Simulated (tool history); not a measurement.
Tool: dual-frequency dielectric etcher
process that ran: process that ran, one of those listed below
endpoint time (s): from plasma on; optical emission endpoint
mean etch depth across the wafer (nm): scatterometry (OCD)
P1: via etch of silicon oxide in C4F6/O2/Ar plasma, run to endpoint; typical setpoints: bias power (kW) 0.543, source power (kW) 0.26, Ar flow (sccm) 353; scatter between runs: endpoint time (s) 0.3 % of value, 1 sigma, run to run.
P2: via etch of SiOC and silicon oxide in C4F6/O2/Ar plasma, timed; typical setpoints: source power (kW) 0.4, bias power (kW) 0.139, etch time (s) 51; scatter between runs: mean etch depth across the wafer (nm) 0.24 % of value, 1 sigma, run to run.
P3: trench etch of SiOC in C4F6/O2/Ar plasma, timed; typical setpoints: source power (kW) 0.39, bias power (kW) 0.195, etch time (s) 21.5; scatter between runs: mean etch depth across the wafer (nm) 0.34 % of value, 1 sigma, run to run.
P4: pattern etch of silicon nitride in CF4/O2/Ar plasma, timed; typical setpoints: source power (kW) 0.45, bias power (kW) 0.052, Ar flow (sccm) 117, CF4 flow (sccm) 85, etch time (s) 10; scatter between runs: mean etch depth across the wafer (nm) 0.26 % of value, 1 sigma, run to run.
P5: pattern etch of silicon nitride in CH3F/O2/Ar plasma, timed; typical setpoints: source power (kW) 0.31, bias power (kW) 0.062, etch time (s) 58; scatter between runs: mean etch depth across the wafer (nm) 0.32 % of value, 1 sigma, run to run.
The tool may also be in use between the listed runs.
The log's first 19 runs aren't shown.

| run | day | process that ran | bias power (kW) | source power (kW) | Ar flow (sccm) | etch time (s) | CF4 flow (sccm) | hours since the last wet clean | hours since the last bias power generator calibration | hours since the last source power generator calibration | hours since the last Ar flow controller change | endpoint time (s) | mean etch depth across the wafer (nm) |
|---|---|---|---|---|---|---|---|---|---|---|---|---|---|
| 20 | 12.296 | P2 | 0.176 | 0.4 |  | 51 |  | 545 | 1096.5 | 1342.5 | 46.1 |  | 58.568 |
|  | 12.321 | wet clean of the chamber |
| 21 | 12.788 | P3 | 0.195 | 0.55 |  | 21.5 |  | 11.2 | 1108.3 | 1354.3 | 57.9 |  | 52.336 |
| 22 | 13.354 | P4 | 0.052 | 0.45 | 117 | 5.5 | 85 | 24.8 | 1121.9 | 1367.9 | 71.5 |  | 9.7431 |
| 23 | 13.808 | P1 | 0.543 | 0.26 | 220 |  |  | 35.7 | 1132.8 | 1378.8 | 82.4 | 30.458 |  |
| 24 | 14.604 | P4 | 0.052 | 0.27 | 117 | 10 | 85 | 54.8 | 1151.9 | 1397.9 | 101.5 |  | 11.385 |
| 25 | 15.325 | P3 | 0.158 | 0.39 |  | 21.5 |  | 72.1 | 1169.2 | 1415.2 | 118.8 |  | 43.099 |
| 26 | 15.742 | P4 | 0.052 | 0.45 | 117 | 10 | 85 | 82.1 | 1179.2 | 1425.2 | 128.8 |  | 17.684 |
| 27 | 16.475 | P4 | 0.033 | 0.45 | 117 | 10 | 85 | 99.7 | 1196.8 | 1442.8 | 146.4 |  | 14.859 |
| 28 | 17.096 | P2 | 0.139 | 0.4 |  | 51 |  | 114.6 | 1211.7 | 1457.7 | 161.3 |  | 54.472 |
| 29 | 17.758 | P1 | 0.543 | 0.26 | 353 |  |  | 130.5 | 1227.6 | 1473.6 | 177.2 | 32.152 |  |
| 30 | 18.104 | P1 | 0.645 | 0.26 | 353 |  |  | 138.8 | 1235.9 | 1481.9 | 185.5 | 30.082 |  |
| 31 | 18.725 | P2 | 0.139 | 0.4 |  | 32 |  | 153.7 | 1250.8 | 1496.8 | 200.4 |  | 34.194 |
| 32 | 19.454 | P4 | 0.052 | 0.45 | 117 | 10 | 55 | 171.2 | 1268.3 | 1514.3 | 217.9 |  | 16.643 |
| 33 | 19.979 | P4 | 0.052 | 0.45 | 154 | 10 | 85 | 183.8 | 1280.9 | 1526.9 | 230.5 |  | 17.03 |
| 34 | 20.45 | P1 | 0.543 | 0.26 | 353 |  |  | 195.1 | 1292.2 | 1538.2 | 241.8 | 32.227 |  |
| 35 | 21.183 | P1 | 0.543 | 0.26 | 353 |  |  | 212.7 | 1309.8 | 1555.8 | 259.4 | 32.072 |  |
| 36 | 21.912 | P1 | 0.543 | 0.26 | 353 |  |  | 230.2 | 1327.3 | 1573.3 | 276.9 | 32.619 |  |

Run 37 has not been measured yet. What should we expect?
| 37 | 22.55 | P1 | 0.543 | 0.26 | 353 |  |  | 245.5 | 1342.6 | 1588.6 | 292.2 | ? |  |

Run 37 came out at endpoint time (s) 32.538.
